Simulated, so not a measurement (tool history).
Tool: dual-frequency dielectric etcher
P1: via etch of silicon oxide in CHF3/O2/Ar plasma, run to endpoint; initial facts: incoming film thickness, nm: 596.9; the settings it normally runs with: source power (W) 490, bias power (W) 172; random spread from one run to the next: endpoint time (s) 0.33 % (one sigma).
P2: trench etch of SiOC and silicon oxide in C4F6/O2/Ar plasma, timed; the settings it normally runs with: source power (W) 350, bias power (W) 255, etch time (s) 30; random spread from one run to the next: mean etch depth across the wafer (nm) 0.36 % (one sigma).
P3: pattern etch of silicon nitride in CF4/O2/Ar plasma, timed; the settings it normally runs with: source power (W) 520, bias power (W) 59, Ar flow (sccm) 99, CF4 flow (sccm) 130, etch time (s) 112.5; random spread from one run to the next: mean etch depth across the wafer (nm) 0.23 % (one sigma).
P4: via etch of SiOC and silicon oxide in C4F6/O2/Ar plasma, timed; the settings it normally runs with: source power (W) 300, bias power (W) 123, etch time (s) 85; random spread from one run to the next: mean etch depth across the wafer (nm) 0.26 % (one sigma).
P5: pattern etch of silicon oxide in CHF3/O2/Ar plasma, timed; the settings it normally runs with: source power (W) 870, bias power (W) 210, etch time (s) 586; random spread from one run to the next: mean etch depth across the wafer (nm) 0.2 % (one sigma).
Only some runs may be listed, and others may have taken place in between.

| run | day | process that ran | source power (W) | bias power (W) | etch time (s) | Ar flow (sccm) | CF4 flow (sccm) | endpoint time (s) | mean etch depth across the wafer (nm) |
|---|---|---|---|---|---|---|---|---|---|
| 1 | 0.425 | P1 | 490 | 172 |  |  |  | 319.59 |  |
| 2 | 1.038 | P4 | 190 | 123 | 85 |  |  |  | 64.073 |
| 3 | 1.421 | P2 | 350 | 255 | 17.5 |  |  |  | 35.841 |
| 4 | 2.108 | P2 | 230 | 255 | 30 |  |  |  | 52.429 |
| 5 | 2.512 | P3 | 420 | 59 | 112.5 | 99 | 130 |  | 201.08 |
| 6 | 2.858 | P3 | 520 | 59 | 112.5 | 99 | 168 |  | 248.67 |
| 7 | 3.312 | P2 | 350 | 255 | 30 |  |  |  | 61.347 |
| 8 | 3.946 | P5 | 870 | 210 | 716.5 |  |  |  | 1702.2 |
| 9 | 4.425 | P1 | 310 | 120 |  |  |  | 430.08 |  |
| 10 | 4.967 | P2 | 350 | 330 | 30 |  |  |  | 67.199 |
| 11 | 5.692 | P3 | 520 | 59 | 112.5 | 135 | 130 |  | 234.06 |
| 12 | 6.029 | P1 | 490 | 172 |  |  |  | 319.79 |  |
| 13 | 6.425 | P1 | 490 | 172 |  |  |  | 320.01 |  |
| 14 | 6.95 | P5 | 870 | 210 | 586 |  |  |  | 1395.6 |
| 15 | 7.633 | P5 | 870 | 288 | 586 |  |  |  | 1554.3 |
|  | 8.146 | bias power generator calibrated |
| 16 | 8.246 | P4 | 300 | 123 | 85 |  |  |  | 76.566 |
| 17 | 8.908 | P5 | 580 | 210 | 586 |  |  |  | 1199.9 |
| 18 | 9.258 | P3 | 520 | 59 | 62 | 99 | 130 |  | 133.25 |
| 19 | 9.712 | P1 | 490 | 172 |  |  |  | 319.88 |  |
| 20 | 10.096 | P1 | 490 | 172 |  |  |  | 318.32 |  |
| 21 | 10.696 | P1 | 490 | 172 |  |  |  | 318.47 |  |
| 22 | 11.175 | P1 | 660 | 172 |  |  |  | 285.8 |  |
| 23 | 11.629 | P1 | 390 | 172 |  |  |  | 348.66 |  |
| 24 | 12.167 | P3 | 520 | 37 | 112.5 | 99 | 130 |  | 204.9 |
| 25 | 12.733 | P1 | 640 | 207 |  |  |  | 272.16 |  |
| 26 | 13.358 | P1 | 490 | 131 |  |  |  | 347.6 |  |
| 27 | 13.967 | P4 | 300 | 83 | 85 |  |  |  | 68.711 |
| 28 | 14.358 | P4 | 300 | 123 | 109.5 |  |  |  | 98.501 |
| 29 | 14.733 | P2 | 350 | 255 | 30 |  |  |  | 61.557 |
| 30 | 15.117 | P1 | 400 | 212 |  |  |  | 321.09 |  |
| 31 | 15.875 | P1 | 490 | 215 |  |  |  | 296.71 |  |
| 32 | 16.579 | P3 | 520 | 59 | 112.5 | 99 | 130 |  | 241.93 |
| 33 | 17.142 | P1 | 490 | 172 |  |  |  | 320.4 |  |
| 34 | 17.9 | P1 | 490 | 172 |  |  |  | 322.78 |  |
| 35 | 18.479 | P1 | 490 | 172 |  |  |  | 322.78 |  |
| 36 | 19.071 | P1 | 490 | 172 |  |  |  | 324.79 |  |
|  | 19.475 | wet clean of the chamber |
| 37 | 19.808 | P1 | 490 | 172 |  |  |  | 323.26 |  |
| 38 | 20.275 | P1 | 490 | 172 |  |  |  | 324.96 |  |
| 39 | 21.004 | P1 | 490 | 172 |  |  |  | 326.36 |  |
| 40 | 21.754 | P1 | 490 | 172 |  |  |  | 324.01 |  |
| 41 | 22.483 | P1 | 490 | 172 |  |  |  | 325.93 |  |

P1 has crept away from where it was. The log is fitted equally well by each of these 2 causes, at the sizes shown:
A: bias power that arrives under what is set, % = 4.75
B: source power that arrives under what is set, % = 4.19
The process output started creeping at around day 17.142.
All other causes, with the reason each is excluded:
chamber walls in a state that lowers the etch rate, %: serviced at day 19.475, after the change had begun; the process did not return to its earlier output

4 check runs are offered, one wafer each, their results left as question marks. Which one tells the causes apart?
| check 1 | 23.212 | P3 | 520 | 48 | 112.5 | 99 | 130 |  | ? |
| check 2 | 23.212 | P5 | 870 | 285 | 586 |  |  |  | ? |
| check 3 | 23.212 | P4 | 200 | 123 | 85 |  |  |  | ? |
| check 4 | 23.212 | P2 | 240 | 255 | 18 |  |  |  | ? |

What every check run would give for each of its results, assuming each possible cause in turn:
| check | result | if A | if B |
|---|---|---|---|
| check 1 | mean etch depth across the wafer (nm) | 220.89 | 216.47 |
| check 2 | mean etch depth across the wafer (nm) | 1524.1 | 1526 |
| check 3 | mean etch depth across the wafer (nm) | 64.394 | 64.292 |
| check 4 | mean etch depth across the wafer (nm) | 31.455 | 31.481 |
Smallest distance between any two causes, each pair judged by its most separating result, in per cent: check 1 2.02 %; check 2 0.13 %; check 3 0.16 %; check 4 0.08 %
Only in check 1 would the causes give clearly different results; in the remaining checks their results would be nearly the same.

Check 1 was carried out, with these results: mean etch depth across the wafer (nm) 220.71. Which of the listed causes is responsible?

A is the cause: bias power that arrives under what is set, %.
